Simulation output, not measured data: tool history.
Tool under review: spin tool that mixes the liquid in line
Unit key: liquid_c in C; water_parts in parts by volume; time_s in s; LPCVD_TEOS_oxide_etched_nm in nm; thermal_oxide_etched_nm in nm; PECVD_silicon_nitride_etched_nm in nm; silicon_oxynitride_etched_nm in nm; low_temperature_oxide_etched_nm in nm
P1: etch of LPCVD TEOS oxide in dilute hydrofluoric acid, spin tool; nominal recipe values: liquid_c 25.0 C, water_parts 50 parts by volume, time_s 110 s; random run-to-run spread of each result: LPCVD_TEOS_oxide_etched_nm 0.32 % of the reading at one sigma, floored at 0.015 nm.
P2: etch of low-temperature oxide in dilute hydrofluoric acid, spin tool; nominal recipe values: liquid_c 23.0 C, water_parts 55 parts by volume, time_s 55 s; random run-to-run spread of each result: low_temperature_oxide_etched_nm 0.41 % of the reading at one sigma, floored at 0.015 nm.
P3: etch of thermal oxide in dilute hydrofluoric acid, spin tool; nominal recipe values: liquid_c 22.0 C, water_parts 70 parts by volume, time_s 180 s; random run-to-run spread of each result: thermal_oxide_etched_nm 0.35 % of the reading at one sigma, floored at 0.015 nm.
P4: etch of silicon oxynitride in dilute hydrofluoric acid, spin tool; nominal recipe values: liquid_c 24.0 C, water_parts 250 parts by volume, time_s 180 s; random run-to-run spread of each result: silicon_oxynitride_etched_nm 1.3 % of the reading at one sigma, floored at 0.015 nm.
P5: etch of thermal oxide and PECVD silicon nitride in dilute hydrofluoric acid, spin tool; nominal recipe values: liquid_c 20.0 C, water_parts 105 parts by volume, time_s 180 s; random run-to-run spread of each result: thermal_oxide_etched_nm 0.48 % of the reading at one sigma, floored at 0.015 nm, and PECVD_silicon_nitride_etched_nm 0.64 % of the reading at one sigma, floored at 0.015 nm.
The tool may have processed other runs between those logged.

run	hour	process	liquid_c	water_parts	time_s	hours since the thermometer was replaced	hours since the hydrofluoric acid flow meter was replaced	LPCVD_TEOS_oxide_etched_nm	thermal_oxide_etched_nm	PECVD_silicon_nitride_etched_nm	silicon_oxynitride_etched_nm	low_temperature_oxide_etched_nm
1	8.1	P1	25.0	50	110	686.5	337.9	50.644				
2	17.2	P5	20.0	105	30	695.6	347.0		1.1226	0.56515		
3	23.1	P5	20.0	105	180	701.5	352.9		6.7716	3.38490		
4	33.5	P4	17.5	250	180	711.9	363.3				1.64610	
5	44.8	P3	22.0	20	180	723.2	374.6		44.2230			
6	53.2	P2	23.0	20	55	731.6	383.0					40.6810
7	58.3	P4	24.0	250	180	736.7	388.1				2.24610	
8	64.9	P2	17.0	55	55	743.3	394.7					10.9060
9	73.3	P4	24.0	95	180	751.7	403.1				6.46990	
10	78.9	P1	25.0	50	45	757.3	408.7	20.634				
11	86.9	P1	19.0	50	110	765.3	416.7	39.428				
12	96.0	P1	25.0	50	110	774.4	425.8	50.533				
13	104.8	P2	23.0	55	55	783.2	434.6					14.1160
14	115.6	P4	24.0	250	15	794.0	445.4				0.20402	
15	120.8	P3	17.0	70	180	799.2	450.6		9.6880			
16	126.8	P1	25.0	90	110	805.2	456.6	26.605				
17	135.8	P1	25.0	50	110	814.2	465.6	50.748				
18	141.3	P1	32.5	50	110	819.7	471.1	67.995				
19	146.9	P3	22.0	70	180	825.3	476.7		11.9180			
20	157.4	P4	24.0	250	180	835.8	487.2				2.22650	
21	166.7	P2	23.0	55	55	845.1	496.5					14.0890
22	174.9	P2	23.0	55	15	853.3	504.7					3.8234
23	184.5	P1	25.0	50	190	862.9	514.3	86.905				
24	192.0	P1	25.0	25	110	870.4	521.8	104.920				
25	200.0	P1	25.0	50	110	878.4	529.8	50.615				
# hour 207.6: hydrofluoric acid flow meter replaced
26	211.3	P1	25.0	75	210	889.7	3.7	62.284				
27	219.8	P1	25.0	50	110	898.2	12.2	50.606				
28	228.5	P5	20.0	180	180	906.9	20.9		3.6947	2.00280		
29	238.2	P5	28.0	105	180	916.6	30.6		9.2998	5.79780		
30	246.4	P3	22.0	70	325	924.8	38.8		21.4290			
31	255.9	P1	25.0	50	110	934.3	48.3	50.558				
32	260.9	P1	25.0	50	110	939.3	53.3	49.322				
33	268.4	P1	25.0	50	110	946.8	60.8	48.323				
34	278.7	P1	25.0	50	110	957.1	71.1	47.367				
35	285.2	P1	25.0	50	110	963.6	77.6	46.702				
36	292.6	P1	25.0	50	110	971.0	85.0	46.633				
37	300.9	P1	25.0	50	110	979.3	93.3	46.271				
38	306.7	P1	25.0	50	110	985.1	99.1	46.178				
39	317.6	P1	25.0	50	110	996.0	110.0	46.080				
40	328.5	P1	25.0	50	110	1006.9	120.9	45.739				

The log shows P1 creeping away from where it was. Any of the 2 causes listed here, at the size stated for it, fits the log just as well as the others:
A: liquid colder than its thermometer reads (K) = 2.34
B: hydrofluoric acid flow below the setpoint (%) = 8.6
The gradual shift began around hour 255.9.

4 check runs are offered, each on 5 wafers whose results are averaged, their results left as question marks. Which one tells the causes apart?
check 1	339.4	P2	17.5	55	15							?
check 2	339.4	P5	20.0	170	80				?	?		
check 3	339.4	P4	20.0	250	180						?	
check 4	339.4	P3	22.0	50	180				?			

What each check would give under each cause:
check	result	if A	if B
check 1	low_temperature_oxide_etched_nm	2.7559	2.7730
check 2	thermal_oxide_etched_nm	1.5878	1.5674
check 2	PECVD_silicon_nitride_etched_nm	0.81404	0.87248
check 3	silicon_oxynitride_etched_nm	1.67010	1.67520
check 4	thermal_oxide_etched_nm	15.5060	15.5520
Distance between the nearest two causes, measured in the result of the check that separates them most: check 1 0.62 %; check 2 6.93 %; check 3 0.3 %; check 4 0.3 %
The causes can be told apart only by check 2. The other checks would give nearly the same results under each of them.

The results of check 2 are: thermal_oxide_etched_nm 1.5651 nm; PECVD_silicon_nitride_etched_nm 0.87228 nm. Based on these, which of the listed causes is it?

B is the cause: hydrofluoric acid flow below the setpoint (%).
